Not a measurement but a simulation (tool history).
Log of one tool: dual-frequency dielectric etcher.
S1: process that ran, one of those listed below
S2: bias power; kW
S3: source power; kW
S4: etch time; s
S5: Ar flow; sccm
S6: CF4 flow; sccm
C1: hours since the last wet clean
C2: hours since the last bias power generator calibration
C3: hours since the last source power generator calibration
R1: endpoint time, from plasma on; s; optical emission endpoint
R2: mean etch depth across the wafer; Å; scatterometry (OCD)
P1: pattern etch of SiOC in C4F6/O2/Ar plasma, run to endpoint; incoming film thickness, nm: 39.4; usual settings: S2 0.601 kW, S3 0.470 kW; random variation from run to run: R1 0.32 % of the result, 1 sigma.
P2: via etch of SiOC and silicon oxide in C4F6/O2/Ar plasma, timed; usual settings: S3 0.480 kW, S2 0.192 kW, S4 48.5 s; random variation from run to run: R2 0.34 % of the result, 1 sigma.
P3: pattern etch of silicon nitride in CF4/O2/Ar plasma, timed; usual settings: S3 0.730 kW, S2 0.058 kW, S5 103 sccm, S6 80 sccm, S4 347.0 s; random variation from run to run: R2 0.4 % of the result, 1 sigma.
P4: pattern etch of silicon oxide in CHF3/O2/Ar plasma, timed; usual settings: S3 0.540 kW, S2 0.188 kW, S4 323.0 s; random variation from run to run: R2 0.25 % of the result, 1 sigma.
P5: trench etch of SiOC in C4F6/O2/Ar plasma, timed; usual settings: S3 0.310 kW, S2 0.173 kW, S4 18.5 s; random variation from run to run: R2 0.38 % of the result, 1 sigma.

run   hour  S1     S2     S3     S4   S5  S6     C1      C2      C3       R1        R2
  1    7.2  P1  0.601  0.470                  303.3  2200.3   828.7  11.6220
  2   14.0  P1  0.601  0.470                  310.1  2207.1   835.5  11.6080
  3   18.4  P4  0.245  0.540  323.0           314.5  2211.5   839.9            6839.30
  4   23.1  P5  0.173  0.310   18.5           319.2  2216.2   844.6             334.71
  5   31.3  P4  0.188  0.680  323.0           327.4  2224.4   852.8            6843.40
  6   39.4  P1  0.601  0.560                  335.5  2232.5   860.9  10.8800
  7   43.8  P5  0.135  0.310   18.5           339.9  2236.9   865.3             310.69
  8   48.5  P4  0.188  0.540  323.0           344.6  2241.6   870.0            6234.10
  9   56.9  P3  0.058  0.730  347.0  103  55  353.0  2250.0   878.4            9007.80
 10   65.6  P2  0.138  0.480   48.5           361.7  2258.7   887.1             543.38
 11   70.5  P5  0.173  0.310   27.0           366.6  2263.6   892.0             490.54
 12   74.6  P1  0.823  0.600                  370.7  2267.7   896.1   9.3418
 13   79.9  P1  0.411  0.470                  376.0  2273.0   901.4  13.2990
 14   83.8  P1  0.725  0.470                  379.9  2276.9   905.3  10.7600
 15   89.8  P5  0.173  0.310   18.5           385.9  2282.9   911.3             334.08
 16   97.7  P3  0.058  0.730  347.0  143  80  393.8  2290.8   919.2            9081.10
 17  105.7  P4  0.188  0.540  249.0           401.8  2298.8   927.2            4803.50
 18  112.9  P1  0.601  0.470                  409.0  2306.0   934.4  11.5980
 19  119.9  P3  0.058  0.730  454.0  103  80  416.0  2313.0   941.4           12495.00
 20  127.5  P3  0.058  0.730  347.0  103  80  423.6  2320.6   949.0            9504.50
 21  131.5  P1  0.747  0.370                  427.6  2324.6   953.0  11.5500
 22  136.7  P3  0.058  0.900  347.0  103  80  432.8  2329.8   958.2           11450.00
 23  142.0  P1  0.601  0.330                  438.1  2335.1   963.5  13.2090
 24  148.0  P1  0.601  0.470                  444.1  2341.1   969.5  11.5270
 25  156.6  P2  0.192  0.480   48.5           452.7  2349.7   978.1             600.02
 26  163.8  P5  0.173  0.410   18.5           459.9  2356.9   985.3             373.82
 27  170.3  P2  0.192  0.480   69.0           466.4  2363.4   991.8             853.31
 28  175.3  P1  0.601  0.470                  471.4  2368.4   996.8  11.5860
 29  179.9  P1  0.601  0.470                  476.0  2373.0  1001.4  11.5600
 30  186.8  P3  0.072  0.730  347.0  103  80  482.9  2379.9  1008.3           10307.00
 31  191.0  P2  0.192  0.570   48.5           487.1  2384.1  1012.5             643.39
 32  197.4  P1  0.601  0.470                  493.5  2390.5  1018.9  11.5200
 33  204.7  P1  0.601  0.470                  500.8  2397.8  1026.2  11.5050

The next listed run, before its measurement:
 34  211.0  P1  0.601  0.470              507.1  2404.1  1032.5   ?

Run 34 gave R1 11.4300 s.
